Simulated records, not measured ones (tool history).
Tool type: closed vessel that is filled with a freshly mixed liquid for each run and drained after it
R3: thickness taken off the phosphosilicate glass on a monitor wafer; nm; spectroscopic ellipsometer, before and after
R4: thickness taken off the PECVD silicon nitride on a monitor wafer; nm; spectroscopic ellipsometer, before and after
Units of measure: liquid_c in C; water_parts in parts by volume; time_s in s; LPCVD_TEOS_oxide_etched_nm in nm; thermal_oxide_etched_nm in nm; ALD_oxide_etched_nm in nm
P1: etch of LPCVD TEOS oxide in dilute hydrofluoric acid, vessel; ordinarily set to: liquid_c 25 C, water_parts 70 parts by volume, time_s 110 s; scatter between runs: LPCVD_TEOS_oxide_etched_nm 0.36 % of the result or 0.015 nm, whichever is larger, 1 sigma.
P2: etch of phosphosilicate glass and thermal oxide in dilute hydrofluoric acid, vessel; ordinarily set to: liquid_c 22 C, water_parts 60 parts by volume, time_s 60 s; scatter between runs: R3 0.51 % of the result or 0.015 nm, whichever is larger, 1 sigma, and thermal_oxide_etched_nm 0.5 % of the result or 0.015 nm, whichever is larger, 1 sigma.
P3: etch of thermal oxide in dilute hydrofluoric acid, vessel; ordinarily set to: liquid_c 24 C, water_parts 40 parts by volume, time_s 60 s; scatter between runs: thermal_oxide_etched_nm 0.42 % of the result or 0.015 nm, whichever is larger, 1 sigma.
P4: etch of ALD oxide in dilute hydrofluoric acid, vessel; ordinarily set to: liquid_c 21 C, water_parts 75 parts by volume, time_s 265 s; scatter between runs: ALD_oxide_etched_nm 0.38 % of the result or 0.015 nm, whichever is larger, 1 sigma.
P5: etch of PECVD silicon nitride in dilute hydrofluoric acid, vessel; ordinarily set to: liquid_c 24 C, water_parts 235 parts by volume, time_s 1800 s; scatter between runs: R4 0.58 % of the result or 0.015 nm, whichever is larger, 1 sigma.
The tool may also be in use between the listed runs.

{"run": 1, "hour": 9.3, "process": "P1", "liquid_c": 25, "water_parts": 70, "time_s": 110, "LPCVD_TEOS_oxide_etched_nm": 29.352}
{"run": 2, "hour": 14.4, "process": "P1", "liquid_c": 25, "water_parts": 70, "time_s": 30, "LPCVD_TEOS_oxide_etched_nm": 7.993}
{"run": 3, "hour": 24.3, "process": "P3", "liquid_c": 24, "water_parts": 20, "time_s": 60, "thermal_oxide_etched_nm": 15.151}
{"run": 4, "hour": 34.7, "process": "P1", "liquid_c": 25, "water_parts": 70, "time_s": 110, "LPCVD_TEOS_oxide_etched_nm": 29.004}
{"run": 5, "hour": 42.4, "process": "P1", "liquid_c": 25, "water_parts": 120, "time_s": 110, "LPCVD_TEOS_oxide_etched_nm": 16.048}
{"run": 6, "hour": 52.9, "process": "P2", "liquid_c": 22, "water_parts": 90, "time_s": 60, "thermal_oxide_etched_nm": 2.7149, "R3": 116.56}
{"run": 7, "hour": 60.7, "process": "P1", "liquid_c": 20, "water_parts": 70, "time_s": 30, "LPCVD_TEOS_oxide_etched_nm": 6.4989}
{"run": 8, "hour": 70.3, "process": "P1", "liquid_c": 25, "water_parts": 70, "time_s": 200, "LPCVD_TEOS_oxide_etched_nm": 53.039}
{"run": 9, "hour": 79.3, "process": "P5", "liquid_c": 24, "water_parts": 235, "time_s": 1800, "R4": 21.242}
{"run": 10, "hour": 84.2, "process": "P1", "liquid_c": 25, "water_parts": 25, "time_s": 110, "LPCVD_TEOS_oxide_etched_nm": 87.231}
{"run": 11, "hour": 92.1, "process": "P4", "liquid_c": 21, "water_parts": 75, "time_s": 135, "ALD_oxide_etched_nm": 20.831}
{"run": 12, "hour": 98.1, "process": "P5", "liquid_c": 24, "water_parts": 235, "time_s": 1800, "R4": 21.269}
{"hour": 99.1, "done": "thermometer replaced"}
{"run": 13, "hour": 103.1, "process": "P1", "liquid_c": 25, "water_parts": 70, "time_s": 110, "LPCVD_TEOS_oxide_etched_nm": 29.359}
{"run": 14, "hour": 108.6, "process": "P1", "liquid_c": 25, "water_parts": 70, "time_s": 110, "LPCVD_TEOS_oxide_etched_nm": 29.295}
{"run": 15, "hour": 116.8, "process": "P2", "liquid_c": 22, "water_parts": 60, "time_s": 60, "thermal_oxide_etched_nm": 4.2362, "R3": 182.33}
{"run": 16, "hour": 124.8, "process": "P3", "liquid_c": 28.5, "water_parts": 40, "time_s": 60, "thermal_oxide_etched_nm": 8.9261}
{"run": 17, "hour": 130.5, "process": "P4", "liquid_c": 21, "water_parts": 105, "time_s": 265, "ALD_oxide_etched_nm": 28.344}
{"run": 18, "hour": 137.7, "process": "P1", "liquid_c": 21.5, "water_parts": 70, "time_s": 110, "LPCVD_TEOS_oxide_etched_nm": 25.292}
{"run": 19, "hour": 145.5, "process": "P4", "liquid_c": 26.5, "water_parts": 75, "time_s": 265, "ALD_oxide_etched_nm": 51.799}
{"run": 20, "hour": 152.0, "process": "P2", "liquid_c": 18.5, "water_parts": 60, "time_s": 60, "thermal_oxide_etched_nm": 3.6285, "R3": 154.53}
{"run": 21, "hour": 162.0, "process": "P1", "liquid_c": 32.5, "water_parts": 70, "time_s": 110, "LPCVD_TEOS_oxide_etched_nm": 39.317}
{"run": 22, "hour": 171.2, "process": "P3", "liquid_c": 24, "water_parts": 40, "time_s": 100, "thermal_oxide_etched_nm": 12.278}
{"run": 23, "hour": 177.1, "process": "P4", "liquid_c": 21, "water_parts": 75, "time_s": 265, "ALD_oxide_etched_nm": 40.988}
{"run": 24, "hour": 183.1, "process": "P1", "liquid_c": 25, "water_parts": 70, "time_s": 110, "LPCVD_TEOS_oxide_etched_nm": 29.363}
{"run": 25, "hour": 189.1, "process": "P2", "liquid_c": 22, "water_parts": 60, "time_s": 90, "thermal_oxide_etched_nm": 6.3395, "R3": 269.61}
{"run": 26, "hour": 196.7, "process": "P3", "liquid_c": 24, "water_parts": 40, "time_s": 60, "thermal_oxide_etched_nm": 7.3257}
{"run": 27, "hour": 206.3, "process": "P1", "liquid_c": 25, "water_parts": 70, "time_s": 110, "LPCVD_TEOS_oxide_etched_nm": 29.258}
{"run": 28, "hour": 211.4, "process": "P5", "liquid_c": 17, "water_parts": 235, "time_s": 1800, "R4": 13.6}
{"run": 29, "hour": 217.2, "process": "P1", "liquid_c": 18, "water_parts": 70, "time_s": 40, "LPCVD_TEOS_oxide_etched_nm": 7.9078}
{"run": 30, "hour": 227.4, "process": "P5", "liquid_c": 24, "water_parts": 140, "time_s": 1800, "R4": 35.486}
{"run": 31, "hour": 232.9, "process": "P1", "liquid_c": 25, "water_parts": 70, "time_s": 110, "LPCVD_TEOS_oxide_etched_nm": 29.296}
{"run": 32, "hour": 242.3, "process": "P1", "liquid_c": 29, "water_parts": 70, "time_s": 30, "LPCVD_TEOS_oxide_etched_nm": 9.3317}
{"run": 33, "hour": 249.0, "process": "P5", "liquid_c": 24, "water_parts": 235, "time_s": 2865, "R4": 33.594}
{"run": 34, "hour": 258.9, "process": "P1", "liquid_c": 25, "water_parts": 70, "time_s": 110, "LPCVD_TEOS_oxide_etched_nm": 29.232}
{"run": 35, "hour": 269.1, "process": "P1", "liquid_c": 25, "water_parts": 70, "time_s": 110, "LPCVD_TEOS_oxide_etched_nm": 30.182}
{"run": 36, "hour": 276.4, "process": "P1", "liquid_c": 25, "water_parts": 70, "time_s": 110, "LPCVD_TEOS_oxide_etched_nm": 30.709}
{"run": 37, "hour": 283.2, "process": "P1", "liquid_c": 25, "water_parts": 70, "time_s": 110, "LPCVD_TEOS_oxide_etched_nm": 30.781}
{"run": 38, "hour": 289.1, "process": "P1", "liquid_c": 25, "water_parts": 70, "time_s": 110, "LPCVD_TEOS_oxide_etched_nm": 31.013}
{"run": 39, "hour": 296.9, "process": "P1", "liquid_c": 25, "water_parts": 70, "time_s": 110, "LPCVD_TEOS_oxide_etched_nm": 31.133}
{"run": 40, "hour": 301.9, "process": "P1", "liquid_c": 25, "water_parts": 70, "time_s": 110, "LPCVD_TEOS_oxide_etched_nm": 31.099}
{"run": 41, "hour": 308.3, "process": "P1", "liquid_c": 25, "water_parts": 70, "time_s": 110, "LPCVD_TEOS_oxide_etched_nm": 31.119}
{"run": 42, "hour": 314.4, "process": "P1", "liquid_c": 25, "water_parts": 70, "time_s": 110, "LPCVD_TEOS_oxide_etched_nm": 31.406}

What will run 43 give?
{"run": 43, "hour": 319.1, "process": "P1", "liquid_c": 25, "water_parts": 70, "time_s": 110, "LPCVD_TEOS_oxide_etched_nm": "?"}

{"run 43": {"LPCVD_TEOS_oxide_etched_nm": 31.224}}
